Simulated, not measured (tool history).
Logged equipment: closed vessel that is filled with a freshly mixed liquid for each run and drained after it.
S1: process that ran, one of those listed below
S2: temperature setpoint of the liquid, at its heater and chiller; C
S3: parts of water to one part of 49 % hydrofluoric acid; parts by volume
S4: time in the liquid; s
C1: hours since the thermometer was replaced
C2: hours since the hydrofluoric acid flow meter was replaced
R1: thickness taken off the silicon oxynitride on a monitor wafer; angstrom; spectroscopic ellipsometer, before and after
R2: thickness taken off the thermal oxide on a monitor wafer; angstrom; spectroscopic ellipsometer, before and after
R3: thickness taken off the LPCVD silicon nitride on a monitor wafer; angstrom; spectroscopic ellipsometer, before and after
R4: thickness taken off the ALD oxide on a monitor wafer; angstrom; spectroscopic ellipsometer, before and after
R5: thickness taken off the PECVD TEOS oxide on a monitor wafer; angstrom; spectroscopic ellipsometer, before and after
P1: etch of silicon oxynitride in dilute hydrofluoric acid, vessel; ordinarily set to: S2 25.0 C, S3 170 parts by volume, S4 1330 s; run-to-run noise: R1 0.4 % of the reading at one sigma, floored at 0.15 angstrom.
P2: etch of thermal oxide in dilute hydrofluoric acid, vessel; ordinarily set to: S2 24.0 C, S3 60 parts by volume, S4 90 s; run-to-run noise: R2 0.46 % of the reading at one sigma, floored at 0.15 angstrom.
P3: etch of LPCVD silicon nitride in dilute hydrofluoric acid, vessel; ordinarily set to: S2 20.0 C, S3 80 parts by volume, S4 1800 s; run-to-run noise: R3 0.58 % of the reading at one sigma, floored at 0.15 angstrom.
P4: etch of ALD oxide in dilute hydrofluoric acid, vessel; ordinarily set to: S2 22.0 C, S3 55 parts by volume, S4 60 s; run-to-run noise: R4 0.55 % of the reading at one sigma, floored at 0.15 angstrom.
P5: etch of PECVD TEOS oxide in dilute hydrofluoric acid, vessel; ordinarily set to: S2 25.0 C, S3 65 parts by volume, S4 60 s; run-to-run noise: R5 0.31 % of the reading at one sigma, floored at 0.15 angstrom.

| run | hour | S1 | S2 | S3 | S4 | C1 | C2 | R1 | R2 | R3 | R4 | R5 |
|---|---|---|---|---|---|---|---|---|---|---|---|---|
| 1 | 12.1 | P1 | 25.0 | 170 | 1330 | 787.4 | 651.9 | 351.890 |  |  |  |  |
| 2 | 23.1 | P2 | 24.0 | 60 | 30 | 798.4 | 662.9 |  | 25.000 |  |  |  |
| 3 | 33.3 | P3 | 27.5 | 80 | 1800 | 808.6 | 673.1 |  |  | 144.7500 |  |  |
| 4 | 45.6 | P1 | 25.0 | 170 | 1330 | 820.9 | 685.4 | 354.740 |  |  |  |  |
| 5 | 56.2 | P3 | 20.0 | 145 | 1800 | 831.5 | 696.0 |  |  | 48.4850 |  |  |
|  | 62.2 | hydrofluoric acid flow meter replaced |
| 6 | 62.3 | P1 | 25.0 | 170 | 235 | 837.6 | 0.2 | 62.615 |  |  |  |  |
| 7 | 72.8 | P1 | 18.5 | 170 | 1330 | 848.1 | 10.7 | 260.400 |  |  |  |  |
| 8 | 84.7 | P4 | 17.0 | 55 | 60 | 860.0 | 22.6 |  |  |  | 163.13 |  |
| 9 | 97.4 | P1 | 25.0 | 170 | 2345 | 872.7 | 35.3 | 623.160 |  |  |  |  |
| 10 | 109.3 | P3 | 20.0 | 80 | 1800 | 884.6 | 47.2 |  |  | 87.5830 |  |  |
| 11 | 116.9 | P1 | 25.0 | 70 | 1330 | 892.2 | 54.8 | 932.900 |  |  |  |  |
| 12 | 126.2 | P1 | 21.0 | 100 | 1330 | 901.5 | 64.1 | 525.910 |  |  |  |  |
| 13 | 136.8 | P1 | 21.5 | 60 | 1330 | 912.1 | 74.7 | 920.440 |  |  |  |  |
| 14 | 147.4 | P5 | 32.5 | 65 | 60 | 922.7 | 85.3 |  |  |  |  | 279.38 |
| 15 | 155.1 | P4 | 22.0 | 30 | 60 | 930.4 | 93.0 |  |  |  | 377.26 |  |
| 16 | 161.8 | P4 | 22.0 | 55 | 60 | 937.1 | 99.7 |  |  |  | 200.11 |  |
| 17 | 168.9 | P4 | 22.0 | 55 | 105 | 944.2 | 106.8 |  |  |  | 353.90 |  |
| 18 | 175.4 | P1 | 25.0 | 170 | 1330 | 950.7 | 113.3 | 354.250 |  |  |  |  |
| 19 | 183.1 | P2 | 29.5 | 60 | 90 | 958.4 | 121.0 |  | 91.401 |  |  |  |
| 20 | 195.7 | P3 | 20.0 | 80 | 1800 | 971.0 | 133.6 |  |  | 86.5220 |  |  |
| 21 | 202.7 | P1 | 18.0 | 170 | 85 | 978.0 | 140.6 | 16.414 |  |  |  |  |
| 22 | 208.6 | P1 | 25.0 | 170 | 1330 | 983.9 | 146.5 | 356.160 |  |  |  |  |
| 23 | 215.3 | P2 | 24.0 | 60 | 90 | 990.6 | 153.2 |  | 73.774 |  |  |  |
| 24 | 225.5 | P2 | 24.0 | 105 | 90 | 1000.8 | 163.4 |  | 40.161 |  |  |  |
| 25 | 233.3 | P5 | 25.0 | 65 | 30 | 1008.6 | 171.2 |  |  |  |  | 104.24 |
| 26 | 241.2 | P5 | 25.0 | 65 | 60 | 1016.5 | 179.1 |  |  |  |  | 209.06 |
| 27 | 252.2 | P1 | 32.0 | 170 | 1330 | 1027.5 | 190.1 | 476.660 |  |  |  |  |
| 28 | 259.7 | P3 | 20.0 | 80 | 175 | 1035.0 | 197.6 |  |  | 8.6982 |  |  |
| 29 | 272.2 | P1 | 25.0 | 240 | 1330 | 1047.5 | 210.1 | 237.270 |  |  |  |  |
| 30 | 279.4 | P5 | 25.0 | 35 | 60 | 1054.7 | 217.3 |  |  |  |  | 404.50 |
| 31 | 289.0 | P2 | 24.0 | 60 | 90 | 1064.3 | 226.9 |  | 73.833 |  |  |  |
| 32 | 299.0 | P1 | 25.0 | 170 | 1330 | 1074.3 | 236.9 | 351.370 |  |  |  |  |
| 33 | 306.9 | P1 | 25.0 | 170 | 1330 | 1082.2 | 244.8 | 347.700 |  |  |  |  |
| 34 | 317.5 | P1 | 25.0 | 170 | 1330 | 1092.8 | 255.4 | 342.140 |  |  |  |  |
| 35 | 328.9 | P1 | 25.0 | 170 | 1330 | 1104.2 | 266.8 | 334.600 |  |  |  |  |
| 36 | 337.8 | P1 | 25.0 | 170 | 1330 | 1113.1 | 275.7 | 331.740 |  |  |  |  |
| 37 | 350.7 | P1 | 25.0 | 170 | 1330 | 1126.0 | 288.6 | 332.150 |  |  |  |  |

What will run 38 give?
| 38 | 357.4 | P1 | 25.0 | 170 | 1330 | 1132.7 | 295.3 | ? |  |  |  |  |

Run 38 produced R1 330.690 angstrom.
